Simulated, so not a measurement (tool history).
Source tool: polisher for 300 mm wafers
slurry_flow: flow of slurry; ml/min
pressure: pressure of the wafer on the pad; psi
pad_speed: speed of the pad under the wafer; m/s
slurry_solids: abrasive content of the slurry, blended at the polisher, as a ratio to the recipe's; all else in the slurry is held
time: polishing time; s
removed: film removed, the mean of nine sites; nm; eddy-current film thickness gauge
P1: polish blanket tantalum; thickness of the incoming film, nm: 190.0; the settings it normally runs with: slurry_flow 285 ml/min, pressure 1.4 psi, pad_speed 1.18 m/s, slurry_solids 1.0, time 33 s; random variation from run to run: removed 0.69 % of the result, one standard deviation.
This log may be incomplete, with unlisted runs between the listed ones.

run 1 hour=11.4 | slurry_flow=285 pressure=1.4 pad_speed=1.18 slurry_solids=1.0 time=33 | removed=38.876
run 2 hour=20.5 | slurry_flow=285 pressure=1.4 pad_speed=1.18 slurry_solids=1.0 time=33 | removed=39.437
run 3 hour=31.6 | slurry_flow=285 pressure=1.4 pad_speed=1.18 slurry_solids=1.0 time=53 | removed=63.306
run 4 hour=43.0 | slurry_flow=285 pressure=1.4 pad_speed=0.54 slurry_solids=1.0 time=33 | removed=18.169
run 5 hour=51.0 | slurry_flow=285 pressure=1.4 pad_speed=1.18 slurry_solids=1.0 time=33 | removed=39.372
run 6 hour=61.4 | slurry_flow=385 pressure=1.4 pad_speed=1.18 slurry_solids=1.0 time=46 | removed=56.237
run 7 hour=72.0 | slurry_flow=285 pressure=1.4 pad_speed=1.18 slurry_solids=1.0 time=33 | removed=39.809
run 8 hour=82.7 | slurry_flow=285 pressure=1.4 pad_speed=1.18 slurry_solids=1.0 time=24 | removed=28.492
run 9 hour=94.7 | slurry_flow=285 pressure=2.1 pad_speed=1.18 slurry_solids=1.0 time=49 | removed=87.234
run 10 hour=102.3 | slurry_flow=285 pressure=0.9 pad_speed=1.18 slurry_solids=1.0 time=41 | removed=31.501
run 11 hour=114.2 | slurry_flow=285 pressure=1.4 pad_speed=1.18 slurry_solids=1.4 time=33 | removed=42.788
run 12 hour=125.5 | slurry_flow=285 pressure=1.4 pad_speed=1.18 slurry_solids=1.0 time=33 | removed=39.373
run 13 hour=135.2 | slurry_flow=285 pressure=1.4 pad_speed=1.18 slurry_solids=0.6 time=33 | removed=32.742
run 14 hour=147.0 | slurry_flow=285 pressure=0.9 pad_speed=1.18 slurry_solids=1.0 time=33 | removed=25.161
run 15 hour=156.6 | slurry_flow=285 pressure=1.4 pad_speed=1.18 slurry_solids=1.0 time=33 | removed=38.898
run 16 hour=163.4 | slurry_flow=375 pressure=1.4 pad_speed=1.18 slurry_solids=1.0 time=33 | removed=40.642
run 17 hour=170.9 | slurry_flow=180 pressure=1.4 pad_speed=1.18 slurry_solids=1.0 time=33 | removed=37.249
run 18 hour=181.7 | slurry_flow=285 pressure=1.4 pad_speed=1.82 slurry_solids=1.0 time=33 | removed=60.173
run 19 hour=193.2 | slurry_flow=285 pressure=2.1 pad_speed=1.18 slurry_solids=1.0 time=33 | removed=58.506
run 20 hour=205.1 | slurry_flow=285 pressure=1.4 pad_speed=1.18 slurry_solids=1.0 time=33 | removed=39.089
run 21 hour=215.4 | slurry_flow=285 pressure=1.4 pad_speed=1.18 slurry_solids=1.0 time=33 | removed=38.441
run 22 hour=225.8 | slurry_flow=285 pressure=1.4 pad_speed=1.18 slurry_solids=1.0 time=33 | removed=36.929
run 23 hour=237.6 | slurry_flow=285 pressure=1.4 pad_speed=1.18 slurry_solids=1.0 time=33 | removed=35.917
-- hour=247.1 slurry nozzle cleaned
run 24 hour=249.7 | slurry_flow=285 pressure=1.4 pad_speed=1.18 slurry_solids=1.0 time=33 | removed=35.684
run 25 hour=260.2 | slurry_flow=285 pressure=1.4 pad_speed=1.18 slurry_solids=1.0 time=33 | removed=34.921
-- hour=270.3 head pressure recalibrated
run 26 hour=270.3 | slurry_flow=285 pressure=1.4 pad_speed=1.18 slurry_solids=1.0 time=33 | removed=35.531
run 27 hour=275.8 | slurry_flow=285 pressure=1.4 pad_speed=1.18 slurry_solids=1.0 time=33 | removed=34.915

Run 28 is up next; what results do you expect?
run 28 hour=283.5 | slurry_flow=285 pressure=1.4 pad_speed=1.18 slurry_solids=1.0 time=33 | removed=?

Run 28 measured removed 35.128 nm.
